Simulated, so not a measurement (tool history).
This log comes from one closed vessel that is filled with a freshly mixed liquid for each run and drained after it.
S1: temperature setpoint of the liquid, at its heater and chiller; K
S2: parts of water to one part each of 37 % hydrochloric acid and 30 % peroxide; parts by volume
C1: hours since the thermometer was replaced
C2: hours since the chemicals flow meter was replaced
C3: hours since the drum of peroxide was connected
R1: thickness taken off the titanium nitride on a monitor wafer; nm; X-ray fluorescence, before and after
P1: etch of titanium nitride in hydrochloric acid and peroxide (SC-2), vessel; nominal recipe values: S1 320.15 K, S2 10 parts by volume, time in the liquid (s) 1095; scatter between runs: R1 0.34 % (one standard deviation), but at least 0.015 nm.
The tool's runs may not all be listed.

run 1 day=0.279 | S1=320.15 S2=10 time_in_the_liquid_(s)=1095 | C1=776.0 C2=425.6 C3=339.7 | R1=12.1640
run 2 day=0.646 | S1=320.15 S2=10 time_in_the_liquid_(s)=1095 | C1=784.8 C2=434.4 C3=348.5 | R1=12.2880
run 3 day=0.992 | S1=320.15 S2=10 time_in_the_liquid_(s)=1095 | C1=793.1 C2=442.7 C3=356.8 | R1=12.1500
run 4 day=1.271 | S1=320.15 S2=18 time_in_the_liquid_(s)=1095 | C1=799.8 C2=449.4 C3=363.5 | R1=7.3027
run 5 day=1.658 | S1=320.15 S2=10 time_in_the_liquid_(s)=1095 | C1=809.1 C2=458.7 C3=372.8 | R1=12.2150
run 6 day=1.942 | S1=320.15 S2=4 time_in_the_liquid_(s)=1095 | C1=815.9 C2=465.5 C3=379.6 | R1=24.3910
run 7 day=2.317 | S1=329.15 S2=10 time_in_the_liquid_(s)=1095 | C1=824.9 C2=474.5 C3=388.6 | R1=22.0650
run 8 day=2.654 | S1=320.15 S2=10 time_in_the_liquid_(s)=1990 | C1=833.0 C2=482.6 C3=396.7 | R1=22.2090
-- day=2.788 thermometer replaced
run 9 day=2.925 | S1=309.15 S2=10 time_in_the_liquid_(s)=1095 | C1=3.3 C2=489.1 C3=403.2 | R1=5.6255
run 10 day=3.200 | S1=320.15 S2=10 time_in_the_liquid_(s)=1095 | C1=9.9 C2=495.7 C3=409.8 | R1=12.2030
run 11 day=3.546 | S1=330.15 S2=10 time_in_the_liquid_(s)=1545 | C1=18.2 C2=504.0 C3=418.1 | R1=33.4690
run 12 day=3.838 | S1=320.15 S2=10 time_in_the_liquid_(s)=1095 | C1=25.2 C2=511.0 C3=425.1 | R1=12.1130
run 13 day=4.246 | S1=320.15 S2=10 time_in_the_liquid_(s)=350 | C1=35.0 C2=520.8 C3=434.9 | R1=3.9003
run 14 day=4.650 | S1=320.15 S2=10 time_in_the_liquid_(s)=1095 | C1=44.7 C2=530.5 C3=444.6 | R1=12.2230
run 15 day=4.942 | S1=320.15 S2=10 time_in_the_liquid_(s)=1095 | C1=51.7 C2=537.5 C3=451.6 | R1=12.5880

Run 16 has not been measured yet. What should we expect?
run 16 day=5.379 | S1=320.15 S2=10 time_in_the_liquid_(s)=1095 | C1=62.2 C2=548.0 C3=462.1 | R1=?

R1: 12.9750 nm
